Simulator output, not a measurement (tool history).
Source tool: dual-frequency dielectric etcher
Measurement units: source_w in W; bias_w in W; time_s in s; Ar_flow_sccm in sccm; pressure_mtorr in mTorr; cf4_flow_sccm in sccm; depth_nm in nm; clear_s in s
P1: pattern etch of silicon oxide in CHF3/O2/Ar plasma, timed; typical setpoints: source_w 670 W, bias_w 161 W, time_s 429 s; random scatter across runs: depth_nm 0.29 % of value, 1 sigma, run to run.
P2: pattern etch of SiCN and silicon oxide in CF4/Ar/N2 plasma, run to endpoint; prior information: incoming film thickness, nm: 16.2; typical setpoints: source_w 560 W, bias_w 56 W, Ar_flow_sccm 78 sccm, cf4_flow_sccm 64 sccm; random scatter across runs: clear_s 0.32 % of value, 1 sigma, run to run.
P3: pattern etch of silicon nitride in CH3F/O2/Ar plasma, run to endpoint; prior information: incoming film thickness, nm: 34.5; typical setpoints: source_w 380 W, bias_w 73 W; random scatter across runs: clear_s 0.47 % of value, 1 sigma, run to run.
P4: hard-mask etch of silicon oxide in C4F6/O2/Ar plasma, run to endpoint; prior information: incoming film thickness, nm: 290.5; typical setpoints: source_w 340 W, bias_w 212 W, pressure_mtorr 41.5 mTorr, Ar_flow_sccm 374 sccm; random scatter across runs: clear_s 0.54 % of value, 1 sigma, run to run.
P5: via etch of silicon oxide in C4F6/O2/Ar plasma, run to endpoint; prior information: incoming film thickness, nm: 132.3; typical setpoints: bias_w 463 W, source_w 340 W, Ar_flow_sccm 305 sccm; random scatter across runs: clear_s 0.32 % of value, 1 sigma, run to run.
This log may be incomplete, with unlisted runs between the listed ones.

| run | day | process | source_w | bias_w | time_s | Ar_flow_sccm | pressure_mtorr | cf4_flow_sccm | depth_nm | clear_s |
|---|---|---|---|---|---|---|---|---|---|---|
| 1 | 0.392 | P1 | 670 | 161 | 429 |  |  |  | 858.69 |  |
| 2 | 0.808 | P5 | 340 | 619 |  | 305 |  |  |  | 28.07 |
| 3 | 1.342 | P1 | 670 | 131 | 429 |  |  |  | 796.32 |  |
| 4 | 1.771 | P1 | 670 | 195 | 429 |  |  |  | 911.82 |  |
| 5 | 2.283 | P4 | 340 | 212 |  | 374 | 41.5 |  |  | 96.538 |
| 6 | 2.838 | P1 | 510 | 105 | 429 |  |  |  | 675.49 |  |
| 7 | 3.25 | P3 | 380 | 48 |  |  |  |  |  | 57.895 |
| 8 | 3.8 | P2 | 560 | 56 |  | 78 |  | 64 |  | 15.985 |
| 9 | 4.212 | P2 | 560 | 73 |  | 78 |  | 64 |  | 14.722 |
| 10 | 4.725 | P4 | 340 | 140 |  | 374 | 41.5 |  |  | 111.08 |
| 11 | 5.071 | P4 | 340 | 212 |  | 286 | 41.5 |  |  | 94.337 |
| 12 | 5.542 | P1 | 670 | 101 | 251.5 |  |  |  | 433.04 |  |
| 13 | 5.908 | P1 | 830 | 115 | 429 |  |  |  | 837.9 |  |
| 14 | 6.383 | P2 | 560 | 56 |  | 110 |  | 64 |  | 16.956 |
| 15 | 6.888 | P5 | 340 | 463 |  | 248 |  |  |  | 30.615 |
| 16 | 7.312 | P1 | 670 | 161 | 429 |  |  |  | 857.83 |  |
| 17 | 7.683 | P1 | 670 | 161 | 566 |  |  |  | 1130.4 |  |
| 18 | 8.167 | P4 | 340 | 212 |  | 374 | 28.5 |  |  | 92.829 |
| 19 | 8.608 | P2 | 740 | 56 |  | 78 |  | 64 |  | 12.437 |
| 20 | 8.883 | P3 | 300 | 73 |  |  |  |  |  | 55.437 |
| 21 | 9.225 | P1 | 880 | 161 | 429 |  |  |  | 947.71 |  |
| 22 | 9.479 | P3 | 380 | 73 |  |  |  |  |  | 49.932 |
| 23 | 10.012 | P5 | 400 | 463 |  | 305 |  |  |  | 29.697 |
| 24 | 10.533 | P4 | 440 | 212 |  | 374 | 41.5 |  |  | 88.279 |
| 25 | 11.108 | P1 | 670 | 161 | 429 |  |  |  | 855.49 |  |

Predict the results of run 26:
| 26 | 11.646 | P5 | 340 | 463 |  | 305 |  |  |  | ? |

{"run 26": {"clear_s": 31.392}}
